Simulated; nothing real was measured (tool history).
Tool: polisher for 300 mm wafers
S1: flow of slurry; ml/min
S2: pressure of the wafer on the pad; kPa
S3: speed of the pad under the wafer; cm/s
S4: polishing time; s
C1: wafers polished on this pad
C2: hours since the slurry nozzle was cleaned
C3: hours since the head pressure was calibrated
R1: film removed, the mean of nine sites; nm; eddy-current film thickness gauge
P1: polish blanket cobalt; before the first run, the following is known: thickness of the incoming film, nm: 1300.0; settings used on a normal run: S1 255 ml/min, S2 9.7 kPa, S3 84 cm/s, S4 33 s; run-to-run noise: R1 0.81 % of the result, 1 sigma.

run	hour	S1	S2	S3	S4	C1	C2	C3	R1
1	2.6	255	9.7	84	33	247	363.3	151.9	95.147
2	5.4	325	9.7	84	33	287	366.1	154.7	97.602
3	9.4	255	9.7	132	33	346	370.1	158.7	149.37
4	11.9	255	9.7	84	33	382	372.6	161.2	94.999
# hour 13: head pressure recalibrated
5	16.3	255	9.7	84	33	446	377	3.4	96.12
6	18.6	255	9.7	84	33	480	379.3	5.7	94.28
7	22.3	255	9.7	38	33	534	383	9.4	42.149
8	24.8	255	13.8	84	33	570	385.5	11.9	132.84
9	27.9	255	9.7	84	50	616	388.6	15	143.67
10	32.1	255	15.2	108	33	677	392.8	19.2	192.73
11	35.9	155	9.7	84	33	732	396.6	23	87.544
12	39.3	255	9.7	84	15	782	400	26.4	43.453
13	42.4	255	4.1	84	44	827	403.1	29.5	54.025
14	45.2	255	4.8	84	33	868	405.9	32.3	46.896
15	49.6	255	9.7	84	33	932	410.3	36.7	95.217
16	52.9	255	9.7	84	33	980	413.6	40	94.077

For run 17, what comes out?
17	57.5	255	9.7	84	33	1047	418.2	44.6	?

R1: 90.918 nm

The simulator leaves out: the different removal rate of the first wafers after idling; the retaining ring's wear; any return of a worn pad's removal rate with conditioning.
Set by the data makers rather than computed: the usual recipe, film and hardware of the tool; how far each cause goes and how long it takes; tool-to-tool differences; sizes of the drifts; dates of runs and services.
